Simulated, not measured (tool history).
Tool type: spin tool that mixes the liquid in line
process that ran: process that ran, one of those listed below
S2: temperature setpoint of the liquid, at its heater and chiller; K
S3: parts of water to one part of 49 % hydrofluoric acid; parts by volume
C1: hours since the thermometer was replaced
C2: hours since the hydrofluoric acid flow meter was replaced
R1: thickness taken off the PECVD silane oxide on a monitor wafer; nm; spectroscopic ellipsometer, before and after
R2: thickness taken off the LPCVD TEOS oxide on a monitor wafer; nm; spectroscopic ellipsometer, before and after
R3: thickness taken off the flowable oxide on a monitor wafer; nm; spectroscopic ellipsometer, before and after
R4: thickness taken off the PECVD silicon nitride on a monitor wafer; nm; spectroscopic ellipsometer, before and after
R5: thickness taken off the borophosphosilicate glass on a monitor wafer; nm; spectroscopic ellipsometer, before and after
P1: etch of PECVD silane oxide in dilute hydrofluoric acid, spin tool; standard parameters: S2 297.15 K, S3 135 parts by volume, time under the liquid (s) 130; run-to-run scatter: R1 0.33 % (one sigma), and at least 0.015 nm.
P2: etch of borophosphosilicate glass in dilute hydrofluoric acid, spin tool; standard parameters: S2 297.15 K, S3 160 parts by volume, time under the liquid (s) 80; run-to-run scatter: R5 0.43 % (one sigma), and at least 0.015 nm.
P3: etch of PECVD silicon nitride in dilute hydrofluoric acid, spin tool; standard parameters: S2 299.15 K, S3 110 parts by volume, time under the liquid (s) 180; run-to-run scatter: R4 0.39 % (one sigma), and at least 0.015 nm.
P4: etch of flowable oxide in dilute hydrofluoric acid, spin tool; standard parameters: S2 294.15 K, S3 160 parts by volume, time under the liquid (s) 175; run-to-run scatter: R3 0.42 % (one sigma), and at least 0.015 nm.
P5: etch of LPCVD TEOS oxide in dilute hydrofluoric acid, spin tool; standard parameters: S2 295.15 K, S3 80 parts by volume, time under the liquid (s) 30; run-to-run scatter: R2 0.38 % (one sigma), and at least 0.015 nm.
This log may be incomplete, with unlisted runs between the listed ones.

run 1 hour=7.6 | process_that_ran=P1 S2=297.15 S3=135 time_under_the_liquid_(s)=130 | C1=347.5 C2=792.4 | R1=23.481
run 2 hour=16.6 | process_that_ran=P5 S2=290.15 S3=80 time_under_the_liquid_(s)=30 | C1=356.5 C2=801.4 | R2=5.1212
run 3 hour=23.4 | process_that_ran=P4 S2=294.15 S3=160 time_under_the_liquid_(s)=300 | C1=363.3 C2=808.2 | R3=60.267
run 4 hour=31 | process_that_ran=P5 S2=295.15 S3=80 time_under_the_liquid_(s)=30 | C1=370.9 C2=815.8 | R2=6.3337
run 5 hour=40.3 | process_that_ran=P3 S2=299.15 S3=110 time_under_the_liquid_(s)=270 | C1=380.2 C2=825.1 | R4=8.8477
run 6 hour=45.1 | process_that_ran=P3 S2=299.15 S3=110 time_under_the_liquid_(s)=180 | C1=385 C2=829.9 | R4=5.8267
run 7 hour=51 | process_that_ran=P2 S2=290.65 S3=160 time_under_the_liquid_(s)=80 | C1=390.9 C2=835.8 | R5=11.872
run 8 hour=59.8 | process_that_ran=P3 S2=299.15 S3=110 time_under_the_liquid_(s)=180 | C1=399.7 C2=844.6 | R4=5.8966
run 9 hour=69.3 | process_that_ran=P3 S2=299.15 S3=200 time_under_the_liquid_(s)=180 | C1=409.2 C2=854.1 | R4=3.247
run 10 hour=79.5 | process_that_ran=P1 S2=297.15 S3=60 time_under_the_liquid_(s)=130 | C1=419.4 C2=864.3 | R1=58.008
run 11 hour=85.1 | process_that_ran=P3 S2=305.65 S3=110 time_under_the_liquid_(s)=180 | C1=425 C2=869.9 | R4=8.865
run 12 hour=91.8 | process_that_ran=P4 S2=294.15 S3=160 time_under_the_liquid_(s)=175 | C1=431.7 C2=876.6 | R3=35.208
run 13 hour=97.3 | process_that_ran=P1 S2=300.15 S3=135 time_under_the_liquid_(s)=50 | C1=437.2 C2=882.1 | R1=10.201
run 14 hour=104.2 | process_that_ran=P2 S2=297.15 S3=160 time_under_the_liquid_(s)=80 | C1=444.1 C2=889 | R5=15.23
run 15 hour=109.8 | process_that_ran=P4 S2=294.15 S3=80 time_under_the_liquid_(s)=175 | C1=449.7 C2=894.6 | R3=76.534
run 16 hour=117.2 | process_that_ran=P5 S2=295.15 S3=45 time_under_the_liquid_(s)=30 | C1=457.1 C2=902 | R2=11.693
run 17 hour=122.6 | process_that_ran=P1 S2=291.15 S3=135 time_under_the_liquid_(s)=130 | C1=462.5 C2=907.4 | R1=18.543
run 18 hour=131.1 | process_that_ran=P1 S2=297.15 S3=135 time_under_the_liquid_(s)=20 | C1=471 C2=915.9 | R1=3.5967
run 19 hour=136.7 | process_that_ran=P1 S2=297.15 S3=135 time_under_the_liquid_(s)=130 | C1=476.6 C2=921.5 | R1=23.399
run 20 hour=141.5 | process_that_ran=P5 S2=295.15 S3=80 time_under_the_liquid_(s)=15 | C1=481.4 C2=926.3 | R2=3.1367
run 21 hour=150.9 | process_that_ran=P2 S2=297.15 S3=160 time_under_the_liquid_(s)=25 | C1=490.8 C2=935.7 | R5=4.7369
run 22 hour=160.2 | process_that_ran=P1 S2=297.15 S3=220 time_under_the_liquid_(s)=130 | C1=500.1 C2=945 | R1=13.163
run 23 hour=167.7 | process_that_ran=P1 S2=297.15 S3=245 time_under_the_liquid_(s)=50 | C1=507.6 C2=952.5 | R1=4.4127
run 24 hour=177.4 | process_that_ran=P1 S2=297.15 S3=135 time_under_the_liquid_(s)=130 | C1=517.3 C2=962.2 | R1=23.419
run 25 hour=187.7 | process_that_ran=P2 S2=297.15 S3=160 time_under_the_liquid_(s)=80 | C1=527.6 C2=972.5 | R5=15.178
run 26 hour=194.6 | process_that_ran=P1 S2=297.15 S3=135 time_under_the_liquid_(s)=190 | C1=534.5 C2=979.4 | R1=34.508
run 27 hour=200.5 | process_that_ran=P4 S2=290.15 S3=160 time_under_the_liquid_(s)=175 | C1=540.4 C2=985.3 | R3=30.099
run 28 hour=209.9 | process_that_ran=P1 S2=302.65 S3=135 time_under_the_liquid_(s)=130 | C1=549.8 C2=994.7 | R1=28.835
run 29 hour=217.2 | process_that_ran=P1 S2=297.15 S3=135 time_under_the_liquid_(s)=130 | C1=557.1 C2=1002 | R1=23.529
run 30 hour=223.5 | process_that_ran=P2 S2=297.15 S3=100 time_under_the_liquid_(s)=80 | C1=563.4 C2=1008.3 | R5=26.151
run 31 hour=230.7 | process_that_ran=P1 S2=297.15 S3=135 time_under_the_liquid_(s)=130 | C1=570.6 C2=1015.5 | R1=23.583
run 32 hour=240.6 | process_that_ran=P1 S2=297.15 S3=135 time_under_the_liquid_(s)=130 | C1=580.5 C2=1025.4 | R1=24.386
run 33 hour=245.6 | process_that_ran=P1 S2=297.15 S3=135 time_under_the_liquid_(s)=130 | C1=585.5 C2=1030.4 | R1=24.44
run 34 hour=250.8 | process_that_ran=P1 S2=297.15 S3=135 time_under_the_liquid_(s)=130 | C1=590.7 C2=1035.6 | R1=24.733
run 35 hour=258 | process_that_ran=P1 S2=297.15 S3=135 time_under_the_liquid_(s)=130 | C1=597.9 C2=1042.8 | R1=24.871
run 36 hour=267.2 | process_that_ran=P1 S2=297.15 S3=135 time_under_the_liquid_(s)=130 | C1=607.1 C2=1052 | R1=25.104
run 37 hour=274.6 | process_that_ran=P1 S2=297.15 S3=135 time_under_the_liquid_(s)=130 | C1=614.5 C2=1059.4 | R1=25.279
run 38 hour=279.5 | process_that_ran=P1 S2=297.15 S3=135 time_under_the_liquid_(s)=130 | C1=619.4 C2=1064.3 | R1=25.061
run 39 hour=287.7 | process_that_ran=P1 S2=297.15 S3=135 time_under_the_liquid_(s)=130 | C1=627.6 C2=1072.5 | R1=25.158
run 40 hour=295 | process_that_ran=P1 S2=297.15 S3=135 time_under_the_liquid_(s)=130 | C1=634.9 C2=1079.8 | R1=25.171
run 41 hour=301.6 | process_that_ran=P1 S2=297.15 S3=135 time_under_the_liquid_(s)=130 | C1=641.5 C2=1086.4 | R1=25.26

What P1 gives has crept off from where it sat before. The 2 causes that follow fit the log equally well, each at the size noted:
A: liquid hotter than its thermometer reads (K) = 1.8
B: hydrofluoric acid flow above the setpoint (%) = 6.14
Onset of the creep was near hour 230.7.

Listed below are the offered check runs, one wafer per run, with question marks in place of results. For which of them would the causes give clearly different outcomes?
run check 1 hour=308.2 | process_that_ran=P5 S2=295.15 S3=80 time_under_the_liquid_(s)=30 | R2=?
run check 2 hour=308.2 | process_that_ran=P3 S2=299.15 S3=110 time_under_the_liquid_(s)=180 | R4=?
run check 3 hour=308.2 | process_that_ran=P4 S2=294.15 S3=160 time_under_the_liquid_(s)=175 | R3=?
run check 4 hour=308.2 | process_that_ran=P2 S2=297.15 S3=160 time_under_the_liquid_(s)=80 | R5=?

Expected result of each check under each candidate cause:
check=check_1 result=R2 if_A=6.7621 if_B=6.7093
check=check_2 result=R4 if_A=6.5926 if_B=6.2329
check=check_3 result=R3 if_A=37.609 if_B=37.593
check=check_4 result=R5 if_A=16.357 if_B=16.397
Smallest distance between any two causes, each pair judged by its most separating result, in per cent: check 1 0.78 %; check 2 5.61 %; check 3 0.04 %; check 4 0.24 %
Only check 2 tells the causes apart: in the others they would give nearly the same result.

Check 2 was carried out, with these results: R4 6.2099 nm. Which of the listed causes is responsible?

The correct cause is B, namely: hydrofluoric acid flow above the setpoint (%).
